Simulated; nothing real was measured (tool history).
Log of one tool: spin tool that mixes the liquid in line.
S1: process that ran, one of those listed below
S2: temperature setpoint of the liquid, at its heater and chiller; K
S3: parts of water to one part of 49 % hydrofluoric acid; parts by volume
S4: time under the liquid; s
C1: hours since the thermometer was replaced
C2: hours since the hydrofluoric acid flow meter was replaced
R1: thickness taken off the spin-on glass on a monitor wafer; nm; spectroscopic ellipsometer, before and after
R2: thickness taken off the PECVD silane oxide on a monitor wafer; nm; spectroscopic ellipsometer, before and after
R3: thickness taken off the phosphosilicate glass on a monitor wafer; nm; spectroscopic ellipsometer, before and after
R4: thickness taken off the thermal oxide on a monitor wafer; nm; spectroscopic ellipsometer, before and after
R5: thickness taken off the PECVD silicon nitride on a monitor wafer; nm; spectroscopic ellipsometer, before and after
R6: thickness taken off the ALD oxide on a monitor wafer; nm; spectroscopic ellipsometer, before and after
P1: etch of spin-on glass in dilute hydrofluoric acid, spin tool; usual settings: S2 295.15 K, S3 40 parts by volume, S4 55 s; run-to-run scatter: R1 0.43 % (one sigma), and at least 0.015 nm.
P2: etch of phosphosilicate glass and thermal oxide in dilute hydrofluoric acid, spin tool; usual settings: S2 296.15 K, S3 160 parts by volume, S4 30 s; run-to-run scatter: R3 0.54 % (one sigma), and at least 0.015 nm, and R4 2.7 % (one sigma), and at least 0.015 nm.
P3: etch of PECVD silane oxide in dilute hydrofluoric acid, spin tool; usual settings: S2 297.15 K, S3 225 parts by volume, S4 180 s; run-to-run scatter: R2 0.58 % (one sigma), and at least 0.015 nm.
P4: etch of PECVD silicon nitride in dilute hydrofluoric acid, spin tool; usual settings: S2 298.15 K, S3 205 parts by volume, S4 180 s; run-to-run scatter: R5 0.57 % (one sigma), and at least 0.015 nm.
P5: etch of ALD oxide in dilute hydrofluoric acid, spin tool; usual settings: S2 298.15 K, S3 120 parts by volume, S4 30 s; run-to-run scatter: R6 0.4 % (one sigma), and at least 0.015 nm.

run   hour  S1      S2   S3   S4      C1      C2      R1      R2      R3       R4       R5      R6
  1    2.5  P1  295.15   40   55  1475.1  1078.1  49.748
  2    5.6  P3  297.15   50  180  1478.2  1081.2          70.129
  3    9.9  P2  296.15  160   30  1482.5  1085.5                  21.911  0.79644
  4   13.6  P1  290.15   40   80  1486.2  1089.2  58.263
  5   18.1  P1  290.15   40   55  1490.7  1093.7  39.729
  6   21.2  P1  295.15   25   55  1493.8  1096.8  81.487
  7   23.2  P4  298.15  205  180  1495.8  1098.8                                    4.0538
  8   26.3  P1  295.15   70   55  1498.9  1101.9  27.603
  9   30.7  P3  297.15  225  180  1503.3  1106.3          12.692
 10   33.7  P3  297.15  225  340  1506.3  1109.3          24.018
 11   36.7  P4  298.15  205  180  1509.3  1112.3                                    4.0724
 12   40.9  P1  295.15   40   55  1513.5  1116.5  49.643
 13   43.5  P5  293.65  120   30  1516.1  1119.1                                            5.0804
 14   46.5  P1  299.65   40   55  1519.1  1122.1  60.216
 15   50.5  P1  295.15   40   15  1523.1  1126.1  13.634
 16     53  P2  296.15   45   30  1525.6  1128.6                  89.897    3.043
 17     56  P1  295.15   40   55  1528.6  1131.6  49.771
 18   58.9  P5  298.15  120   30  1531.5  1134.5                                             6.089
 19   61.9  P3  293.15  225  180  1534.5  1137.5          10.893
 20   64.9  P4  298.15  130  180  1537.5  1140.5                                    6.4481
 21   68.4  P1  295.15   40   80    1541    1144  72.598
 22   70.7  P5  298.15   30   30  1543.3  1146.3                                            27.316
 23   74.4  P1  295.15   40   55    1547    1150  49.889
 24   76.8  P2  296.15  160   60  1549.4  1152.4                  44.089   1.5433
 25   79.4  P3  297.15  225  180    1552    1155          12.664
 26   82.8  P5  298.15  120   50  1555.4  1158.4                                            10.083
 27   85.2  P2  290.15  160   30  1557.8  1160.8                  17.378  0.61712
 28   88.7  P1  295.15   70  110  1561.3  1164.3  54.864
 29   92.7  P4  302.65  205  180  1565.3  1168.3                                    5.4037
 30   96.6  P4  298.15  205   15  1569.2  1172.2                                   0.36591
 31   99.3  P1  295.15   40   55  1571.9  1174.9  49.696
 32  101.7  P1  295.15   40   55  1574.3  1177.3  50.842
 33    104  P1  295.15   40   55  1576.6  1179.6  50.988
 34  106.3  P1  295.15   40   55  1578.9  1181.9  51.645
 35  110.4  P1  295.15   40   55    1583    1186  52.289
 36  114.3  P1  295.15   40   55  1586.9  1189.9  52.976
 37  116.4  P1  295.15   40   55    1589    1192  52.673
 38    120  P1  295.15   40   55  1592.6  1195.6  52.959
 39  123.8  P1  295.15   40   55  1596.4  1199.4  52.852
 40    126  P1  295.15   40   55  1598.6  1201.6  52.841
 41  128.4  P1  295.15   40   55    1601    1204  52.793

What P1 gives has crept away from where it was. These 2 causes fit the log equally well, each at the size given:
A: hydrofluoric acid flow above the setpoint (%) = 6.23
B: liquid hotter than its thermometer reads (K) = 1.52
The creep began at about hour 99.3.

4 check runs are offered, each on 5 wafers whose results are averaged, their results left as question marks. Which one tells the causes apart?
check 1  130.8  P2  292.15   45   30                   ?   ?
check 2  130.8  P4  298.15  135   50                           ?
check 3  130.8  P5  298.15   30   30                               ?
check 4  130.8  P3  297.15   50  325               ?

What each check would give under each cause:
  check  result    if A    if B
check 1      R3  80.398  80.506
check 1      R4  2.7886  2.7924
check 2      R5  1.8178  1.8867
check 3      R6  28.992  28.989
check 4      R2  134.99  134.71
How far apart the two closest causes lie, in the result that separates them most: check 1 0.13 %; check 2 3.72 %; check 3 0.01 %; check 4 0.21 %
Check 2 tells the causes apart: in the others they would give nearly the same result.

Then check 2 was run and gave: R5 1.8945 nm. Which cause is it?

It is B: liquid hotter than its thermometer reads (K).

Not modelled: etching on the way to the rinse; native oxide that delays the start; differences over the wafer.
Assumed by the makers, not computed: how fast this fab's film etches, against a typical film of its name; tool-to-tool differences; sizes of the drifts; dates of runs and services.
